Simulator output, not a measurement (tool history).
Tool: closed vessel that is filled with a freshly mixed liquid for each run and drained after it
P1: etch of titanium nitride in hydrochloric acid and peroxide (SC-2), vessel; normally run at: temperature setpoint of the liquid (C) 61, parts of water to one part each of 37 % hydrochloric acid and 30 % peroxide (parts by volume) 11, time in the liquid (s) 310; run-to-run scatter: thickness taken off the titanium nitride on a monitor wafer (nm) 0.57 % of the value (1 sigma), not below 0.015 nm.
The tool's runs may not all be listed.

| run | hour | temperature setpoint of the liquid (C) | parts of water to one part each of 37 % hydrochloric acid and 30 % peroxide (parts by volume) | time in the liquid (s) | hours since the thermometer was replaced | hours since the chemicals flow meter was replaced | hours since the drum of peroxide was connected | thickness taken off the titanium nitride on a monitor wafer (nm) |
|---|---|---|---|---|---|---|---|---|
| 1 | 17.2 | 61 | 11 | 310 | 1423.2 | 124.6 | 344.9 | 18.232 |
| 2 | 32.7 | 61 | 11 | 310 | 1438.7 | 140.1 | 360.4 | 18.276 |
| 3 | 49.5 | 61 | 11 | 310 | 1455.5 | 156.9 | 377.2 | 18.359 |
| 4 | 64.8 | 61 | 11 | 610 | 1470.8 | 172.2 | 392.5 | 36.229 |
| 5 | 82.1 | 61 | 11 | 310 | 1488.1 | 189.5 | 409.8 | 18.489 |
| 6 | 98 | 72 | 7 | 310 | 1504 | 205.4 | 425.7 | 51.049 |
| 7 | 109 | 46 | 11 | 310 | 1515 | 216.4 | 436.7 | 6.9359 |
| 8 | 118 | 61 | 17 | 310 | 1524 | 225.4 | 445.7 | 12.515 |
| 9 | 135.2 | 61 | 11 | 310 | 1541.2 | 242.6 | 462.9 | 18.51 |
| 10 | 144.3 | 61 | 4.5 | 310 | 1550.3 | 251.7 | 472 | 36.636 |
| 11 | 154.6 | 61 | 16.5 | 75 | 1560.6 | 262 | 482.3 | 3.1317 |
| 12 | 169 | 72 | 11 | 310 | 1575 | 276.4 | 496.7 | 35.463 |
| 13 | 180.4 | 61 | 11 | 310 | 1586.4 | 287.8 | 508.1 | 18.357 |
| 14 | 193.5 | 61 | 11 | 310 | 1599.5 | 300.9 | 521.2 | 18.144 |
|  | 198.4 | thermometer replaced |
| 15 | 202.6 | 61 | 11 | 30 | 4.2 | 310 | 530.3 | 1.7857 |
| 16 | 217.7 | 61 | 4 | 605 | 19.3 | 325.1 | 545.4 | 76.755 |
| 17 | 229 | 61 | 11 | 310 | 30.6 | 336.4 | 556.7 | 18.673 |

Expected results for the next run?
| 18 | 241.9 | 61 | 11 | 310 | 43.5 | 349.3 | 569.6 | ? |

{"run 18": {"thickness taken off the titanium nitride on a monitor wafer (nm)": 17.812}}
